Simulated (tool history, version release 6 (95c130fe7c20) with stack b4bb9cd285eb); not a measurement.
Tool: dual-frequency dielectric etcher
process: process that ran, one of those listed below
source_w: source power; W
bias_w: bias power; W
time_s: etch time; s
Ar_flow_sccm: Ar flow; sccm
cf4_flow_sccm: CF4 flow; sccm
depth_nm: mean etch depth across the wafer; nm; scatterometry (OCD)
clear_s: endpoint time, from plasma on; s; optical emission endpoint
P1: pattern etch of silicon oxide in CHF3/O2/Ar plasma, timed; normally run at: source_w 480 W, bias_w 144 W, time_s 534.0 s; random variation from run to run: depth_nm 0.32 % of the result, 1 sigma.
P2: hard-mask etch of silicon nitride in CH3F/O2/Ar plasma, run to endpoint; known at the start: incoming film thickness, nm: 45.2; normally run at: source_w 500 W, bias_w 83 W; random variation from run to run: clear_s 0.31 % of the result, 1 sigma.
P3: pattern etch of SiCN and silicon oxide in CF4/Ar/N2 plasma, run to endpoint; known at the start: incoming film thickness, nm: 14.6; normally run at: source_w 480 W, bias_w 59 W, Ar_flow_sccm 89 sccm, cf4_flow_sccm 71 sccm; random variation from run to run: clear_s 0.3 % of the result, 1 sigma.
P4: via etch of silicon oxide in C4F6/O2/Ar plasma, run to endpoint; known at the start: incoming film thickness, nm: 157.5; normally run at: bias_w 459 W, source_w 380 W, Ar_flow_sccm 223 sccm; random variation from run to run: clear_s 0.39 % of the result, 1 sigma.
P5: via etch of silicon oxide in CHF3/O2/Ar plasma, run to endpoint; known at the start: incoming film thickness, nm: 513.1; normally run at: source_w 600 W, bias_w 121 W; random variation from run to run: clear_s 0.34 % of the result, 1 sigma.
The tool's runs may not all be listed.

Run 1, hour 9.7: process P1, source_w 480 W, bias_w 144 W, time_s 534.0 s. Result: depth_nm 898.58 nm.
Run 2, hour 21.2: process P3, source_w 480 W, bias_w 34 W, Ar_flow_sccm 89 sccm, cf4_flow_sccm 71 sccm. Result: clear_s 20.334 s.
Run 3, hour 30.0: process P1, source_w 480 W, bias_w 185 W, time_s 534.0 s. Result: depth_nm 971.38 nm.
Run 4, hour 39.0: process P2, source_w 500 W, bias_w 83 W. Result: clear_s 58.032 s.
Run 5, hour 51.4: process P2, source_w 650 W, bias_w 83 W. Result: clear_s 52.244 s.
Run 6, hour 59.6: process P1, source_w 480 W, bias_w 144 W, time_s 710.5 s. Result: depth_nm 1198.40 nm.
Run 7, hour 68.8: process P1, source_w 480 W, bias_w 144 W, time_s 534.0 s. Result: depth_nm 898.42 nm.
Run 8, hour 74.9: process P3, source_w 480 W, bias_w 59 W, Ar_flow_sccm 123 sccm, cf4_flow_sccm 71 sccm. Result: clear_s 18.312 s.
Run 9, hour 85.9: process P4, source_w 380 W, bias_w 459 W, Ar_flow_sccm 176 sccm. Result: clear_s 34.712 s.
Run 10, hour 93.8: process P1, source_w 480 W, bias_w 144 W, time_s 534.0 s. Result: depth_nm 890.69 nm.
Run 11, hour 104.7: process P3, source_w 640 W, bias_w 59 W, Ar_flow_sccm 89 sccm, cf4_flow_sccm 71 sccm. Result: clear_s 13.401 s.
Run 12, hour 113.8: process P5, source_w 600 W, bias_w 77 W. Result: clear_s 351.180 s.
Run 13, hour 120.0: process P1, source_w 480 W, bias_w 144 W, time_s 394.0 s. Result: depth_nm 662.12 nm.
Run 14, hour 132.6: process P4, source_w 380 W, bias_w 459 W, Ar_flow_sccm 223 sccm. Result: clear_s 36.002 s.
Run 15, hour 144.2: process P5, source_w 600 W, bias_w 121 W. Result: clear_s 305.860 s.
Run 16, hour 156.5: process P4, source_w 480 W, bias_w 459 W, Ar_flow_sccm 223 sccm. Result: clear_s 32.848 s.
Run 17, hour 163.9: process P1, source_w 290 W, bias_w 144 W, time_s 298.0 s. Result: depth_nm 410.43 nm.
Run 18, hour 170.9: process P1, source_w 680 W, bias_w 144 W, time_s 534.0 s. Result: depth_nm 1029.20 nm.
Run 19, hour 180.0: process P1, source_w 480 W, bias_w 144 W, time_s 534.0 s. Result: depth_nm 899.68 nm.
Run 20, hour 190.1: process P5, source_w 600 W, bias_w 121 W. Result: clear_s 306.490 s.
Run 21, hour 200.9: process P2, source_w 500 W, bias_w 54 W. Result: clear_s 66.613 s.
Run 22, hour 212.9: process P5, source_w 430 W, bias_w 121 W. Result: clear_s 348.520 s.
Run 23, hour 222.0: process P1, source_w 480 W, bias_w 144 W, time_s 534.0 s. Result: depth_nm 897.37 nm.
Run 24, hour 233.3: process P1, source_w 480 W, bias_w 109 W, time_s 534.0 s. Result: depth_nm 818.52 nm.
Run 25, hour 241.3: process P1, source_w 300 W, bias_w 144 W, time_s 534.0 s. Result: depth_nm 745.46 nm.
Run 26, hour 252.7: process P3, source_w 480 W, bias_w 59 W, Ar_flow_sccm 89 sccm, cf4_flow_sccm 71 sccm. Result: clear_s 17.410 s.
Run 27, hour 258.9: process P2, source_w 500 W, bias_w 83 W. Result: clear_s 57.853 s.
Run 28, hour 271.0: process P4, source_w 380 W, bias_w 624 W, Ar_flow_sccm 223 sccm. Result: clear_s 31.742 s.
Run 29, hour 282.2: process P1, source_w 480 W, bias_w 144 W, time_s 534.0 s. Result: depth_nm 896.76 nm.
Run 30, hour 290.9: process P1, source_w 480 W, bias_w 171 W, time_s 378.5 s. Result: depth_nm 672.06 nm.
Run 31, hour 303.3: process P3, source_w 480 W, bias_w 59 W, Ar_flow_sccm 89 sccm, cf4_flow_sccm 48 sccm. Result: clear_s 18.506 s.
Run 32, hour 312.3: process P1, source_w 480 W, bias_w 144 W, time_s 534.0 s. Result: depth_nm 893.27 nm.
Run 33, hour 317.8: process P1, source_w 480 W, bias_w 144 W, time_s 534.0 s. Result: depth_nm 901.45 nm.
Run 34, hour 329.0: process P1, source_w 480 W, bias_w 144 W, time_s 534.0 s. Result: depth_nm 904.54 nm.
Run 35, hour 338.7: process P1, source_w 480 W, bias_w 144 W, time_s 534.0 s. Result: depth_nm 907.25 nm.
Run 36, hour 344.7: process P1, source_w 480 W, bias_w 144 W, time_s 534.0 s. Result: depth_nm 903.33 nm.
Run 37, hour 352.6: process P1, source_w 480 W, bias_w 144 W, time_s 534.0 s. Result: depth_nm 911.68 nm.
Run 38, hour 359.4: process P1, source_w 480 W, bias_w 144 W, time_s 534.0 s. Result: depth_nm 906.91 nm.
At hour 364.9: wet clean of the chamber.
Run 39, hour 371.7: process P1, source_w 480 W, bias_w 144 W, time_s 534.0 s. Result: depth_nm 908.76 nm.
Run 40, hour 383.0: process P1, source_w 480 W, bias_w 144 W, time_s 534.0 s. Result: depth_nm 904.86 nm.
Run 41, hour 392.0: process P1, source_w 480 W, bias_w 144 W, time_s 534.0 s. Result: depth_nm 909.53 nm.
Run 42, hour 401.0: process P1, source_w 480 W, bias_w 144 W, time_s 534.0 s. Result: depth_nm 912.73 nm.
Run 43, hour 407.4: process P1, source_w 480 W, bias_w 144 W, time_s 534.0 s. Result: depth_nm 909.72 nm.

What P1 gives has crept away from where it was. These 2 causes fit the log equally well, each at the size given:
A: bias power that arrives over what is set, % = 5
B: source power that arrives over what is set, % = 4.23
The creep began at about hour 312.3.
Why every other cause is out:
chamber walls in a state that raises the etch rate, %: serviced at hour 364.9, which brought nothing back

4 check runs are offered, one wafer each, their results left as question marks. Which one tells the causes apart?
Run check 1, hour 413.8: process P3, source_w 480 W, bias_w 59 W, Ar_flow_sccm 89 sccm, cf4_flow_sccm 71 sccm. Result: clear_s ?.
Run check 2, hour 413.8: process P4, source_w 380 W, bias_w 459 W, Ar_flow_sccm 223 sccm. Result: clear_s ?.
Run check 3, hour 413.8: process P5, source_w 600 W, bias_w 121 W. Result: clear_s ?.
Run check 4, hour 413.8: process P2, source_w 500 W, bias_w 83 W. Result: clear_s ?.

What each check would give under each cause:
  check   result     if A     if B
check 1  clear_s   17.087   16.724
check 2  clear_s   34.949   35.047
check 3  clear_s  301.060  300.720
check 4  clear_s   56.789   56.868
How far apart the two closest causes lie, in the result that separates them most: check 1 2.15 %; check 2 0.28 %; check 3 0.11 %; check 4 0.14 %
Check 1 tells the causes apart: in the others they would give nearly the same result.

Then check 1 was run and gave: clear_s 16.819 s. Which cause is it?

It is B: source power that arrives over what is set, %.

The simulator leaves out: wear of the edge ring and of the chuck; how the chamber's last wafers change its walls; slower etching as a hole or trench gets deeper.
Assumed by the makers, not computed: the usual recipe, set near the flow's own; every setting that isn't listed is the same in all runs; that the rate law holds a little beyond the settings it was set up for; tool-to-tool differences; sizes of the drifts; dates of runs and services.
